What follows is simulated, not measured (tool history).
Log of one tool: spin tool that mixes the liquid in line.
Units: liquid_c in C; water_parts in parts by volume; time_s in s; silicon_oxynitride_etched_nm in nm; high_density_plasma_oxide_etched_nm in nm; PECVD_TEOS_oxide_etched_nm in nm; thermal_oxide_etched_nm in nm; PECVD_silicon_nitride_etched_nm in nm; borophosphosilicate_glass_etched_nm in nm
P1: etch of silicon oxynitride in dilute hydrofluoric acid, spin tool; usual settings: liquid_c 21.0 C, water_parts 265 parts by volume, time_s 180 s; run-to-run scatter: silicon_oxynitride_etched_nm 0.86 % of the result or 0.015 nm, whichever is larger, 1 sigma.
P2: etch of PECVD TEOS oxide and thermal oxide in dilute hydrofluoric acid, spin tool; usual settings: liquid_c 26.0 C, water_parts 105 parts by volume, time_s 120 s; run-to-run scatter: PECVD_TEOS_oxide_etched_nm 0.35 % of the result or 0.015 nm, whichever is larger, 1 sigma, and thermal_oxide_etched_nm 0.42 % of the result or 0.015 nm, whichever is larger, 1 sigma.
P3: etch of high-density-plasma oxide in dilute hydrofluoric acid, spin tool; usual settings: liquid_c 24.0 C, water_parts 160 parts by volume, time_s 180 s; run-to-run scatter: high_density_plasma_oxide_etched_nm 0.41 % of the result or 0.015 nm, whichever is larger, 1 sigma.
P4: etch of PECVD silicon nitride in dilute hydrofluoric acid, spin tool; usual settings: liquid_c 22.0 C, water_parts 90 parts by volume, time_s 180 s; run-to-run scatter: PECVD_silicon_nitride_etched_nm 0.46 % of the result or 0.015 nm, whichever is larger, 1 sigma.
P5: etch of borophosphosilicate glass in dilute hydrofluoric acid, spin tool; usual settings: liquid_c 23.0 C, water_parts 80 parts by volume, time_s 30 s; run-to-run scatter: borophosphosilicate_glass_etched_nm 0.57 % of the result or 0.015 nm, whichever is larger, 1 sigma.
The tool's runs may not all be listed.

| run | hour | process | liquid_c | water_parts | time_s | hours since the thermometer was replaced | hours since the hydrofluoric acid flow meter was replaced | silicon_oxynitride_etched_nm | high_density_plasma_oxide_etched_nm | PECVD_TEOS_oxide_etched_nm | thermal_oxide_etched_nm | PECVD_silicon_nitride_etched_nm | borophosphosilicate_glass_etched_nm |
|---|---|---|---|---|---|---|---|---|---|---|---|---|---|
| 1 | 7.0 | P1 | 21.0 | 265 | 180 | 2065.5 | 573.3 | 2.4606 |  |  |  |  |  |
| 2 | 12.6 | P3 | 24.0 | 240 | 180 | 2071.1 | 578.9 |  | 5.22680 |  |  |  |  |
| 3 | 16.7 | P1 | 21.0 | 265 | 300 | 2075.2 | 583.0 | 4.1934 |  |  |  |  |  |
| 4 | 21.7 | P1 | 17.0 | 265 | 180 | 2080.2 | 588.0 | 2.1169 |  |  |  |  |  |
| 5 | 27.7 | P1 | 21.0 | 265 | 180 | 2086.2 | 594.0 | 2.5335 |  |  |  |  |  |
| 6 | 32.7 | P3 | 24.0 | 160 | 180 | 2091.2 | 599.0 |  | 8.63930 |  |  |  |  |
| 7 | 37.7 | P1 | 21.0 | 265 | 75 | 2096.2 | 604.0 | 1.0521 |  |  |  |  |  |
| 8 | 41.9 | P2 | 26.0 | 105 | 120 | 2100.4 | 608.2 |  |  | 10.5050 | 5.8578 |  |  |
| 9 | 46.8 | P1 | 21.0 | 265 | 180 | 2105.3 | 613.1 | 2.4999 |  |  |  |  |  |
| 10 | 52.2 | P3 | 17.0 | 160 | 180 | 2110.7 | 618.5 |  | 6.48370 |  |  |  |  |
| 11 | 58.7 | P4 | 22.0 | 90 | 180 | 2117.2 | 625.0 |  |  |  |  | 4.5047 |  |
| 12 | 64.0 | P1 | 17.0 | 265 | 285 | 2122.5 | 630.3 | 3.3772 |  |  |  |  |  |
| 13 | 71.4 | P2 | 26.0 | 20 | 120 | 2129.9 | 637.7 |  |  | 61.8160 | 34.6210 |  |  |
| 14 | 76.5 | P5 | 23.0 | 80 | 30 | 2135.0 | 642.8 |  |  |  |  |  | 22.971 |
| 15 | 81.9 | P2 | 26.0 | 105 | 120 | 2140.4 | 648.2 |  |  | 10.4030 | 5.7875 |  |  |
| 16 | 86.6 | P5 | 23.0 | 45 | 30 | 2145.1 | 652.9 |  |  |  |  |  | 42.865 |
| 17 | 90.6 | P5 | 23.0 | 80 | 65 | 2149.1 | 656.9 |  |  |  |  |  | 50.301 |
| 18 | 97.6 | P2 | 17.5 | 105 | 120 | 2156.1 | 663.9 |  |  | 7.4402 | 4.1454 |  |  |
|  | 103.7 | thermometer replaced |
| 19 | 104.8 | P4 | 27.5 | 90 | 180 | 1.1 | 671.1 |  |  |  |  | 6.5174 |  |
| 20 | 108.9 | P4 | 22.0 | 20 | 180 | 5.2 | 675.2 |  |  |  |  | 19.6180 |  |
| 21 | 114.0 | P1 | 21.0 | 110 | 180 | 10.3 | 680.3 | 6.7702 |  |  |  |  |  |
| 22 | 118.4 | P1 | 21.0 | 460 | 180 | 14.7 | 684.7 | 1.2995 |  |  |  |  |  |
| 23 | 125.1 | P1 | 21.0 | 265 | 180 | 21.4 | 691.4 | 2.5169 |  |  |  |  |  |
| 24 | 130.4 | P1 | 21.0 | 265 | 180 | 26.7 | 696.7 | 2.5067 |  |  |  |  |  |
| 25 | 136.7 | P1 | 17.0 | 265 | 340 | 33.0 | 703.0 | 4.0125 |  |  |  |  |  |
| 26 | 143.2 | P3 | 24.0 | 160 | 15 | 39.5 | 709.5 |  | 0.73956 |  |  |  |  |
| 27 | 149.6 | P5 | 17.5 | 80 | 30 | 45.9 | 715.9 |  |  |  |  |  | 18.475 |
| 28 | 154.3 | P1 | 27.5 | 265 | 180 | 50.6 | 720.6 | 3.2682 |  |  |  |  |  |
| 29 | 160.0 | P2 | 26.0 | 105 | 25 | 56.3 | 726.3 |  |  | 2.2027 | 1.2299 |  |  |
| 30 | 163.6 | P4 | 22.0 | 90 | 290 | 59.9 | 729.9 |  |  |  |  | 7.3144 |  |
| 31 | 169.2 | P1 | 21.0 | 265 | 180 | 65.5 | 735.5 | 2.5526 |  |  |  |  |  |
| 32 | 174.4 | P1 | 21.0 | 265 | 180 | 70.7 | 740.7 | 2.5255 |  |  |  |  |  |
| 33 | 178.3 | P1 | 21.0 | 265 | 180 | 74.6 | 744.6 | 2.4670 |  |  |  |  |  |
| 34 | 185.4 | P1 | 21.0 | 265 | 180 | 81.7 | 751.7 | 2.3626 |  |  |  |  |  |
| 35 | 190.5 | P1 | 21.0 | 265 | 180 | 86.8 | 756.8 | 2.3369 |  |  |  |  |  |
| 36 | 194.5 | P1 | 21.0 | 265 | 180 | 90.8 | 760.8 | 2.3171 |  |  |  |  |  |
| 37 | 199.5 | P1 | 21.0 | 265 | 180 | 95.8 | 765.8 | 2.3569 |  |  |  |  |  |
| 38 | 204.6 | P1 | 21.0 | 265 | 180 | 100.9 | 770.9 | 2.3481 |  |  |  |  |  |
| 39 | 210.0 | P1 | 21.0 | 265 | 180 | 106.3 | 776.3 | 2.2754 |  |  |  |  |  |
| 40 | 215.4 | P1 | 21.0 | 265 | 180 | 111.7 | 781.7 | 2.3017 |  |  |  |  |  |

What P1 gives has crept away from where it was. These 2 causes fit the log equally well, each at the size given:
A: hydrofluoric acid flow below the setpoint (%) = 7.13
B: liquid colder than its thermometer reads (K) = 1.93
The creep began at about hour 174.4.

4 check runs are offered, one wafer each, their results left as question marks. Which one tells the causes apart?
| check 1 | 220.8 | P5 | 18.5 | 80 | 45 |  |  |  |  |  |  |  | ? |
| check 2 | 220.8 | P2 | 26.0 | 25 | 120 |  |  |  |  | ? | ? |  |  |
| check 3 | 220.8 | P3 | 17.0 | 160 | 90 |  |  |  | ? |  |  |  |  |
| check 4 | 220.8 | P4 | 22.0 | 55 | 180 |  |  |  |  |  |  | ? |  |

What each check would give under each cause:
| check | result | if A | if B |
|---|---|---|---|
| check 1 | borophosphosilicate_glass_etched_nm | 26.675 | 26.641 |
| check 2 | PECVD_TEOS_oxide_etched_nm | 45.4190 | 45.2480 |
| check 2 | thermal_oxide_etched_nm | 25.2960 | 25.2010 |
| check 3 | high_density_plasma_oxide_etched_nm | 2.99240 | 3.01090 |
| check 4 | PECVD_silicon_nitride_etched_nm | 6.8407 | 6.4389 |
How far apart the two closest causes lie, in the result that separates them most: check 1 0.13 %; check 2 0.38 %; check 3 0.62 %; check 4 6.05 %
Check 4 tells the causes apart: in the others they would give nearly the same result.

Then check 4 was run and gave: PECVD_silicon_nitride_etched_nm 6.8569 nm. Which cause is it?

It is A: hydrofluoric acid flow below the setpoint (%).
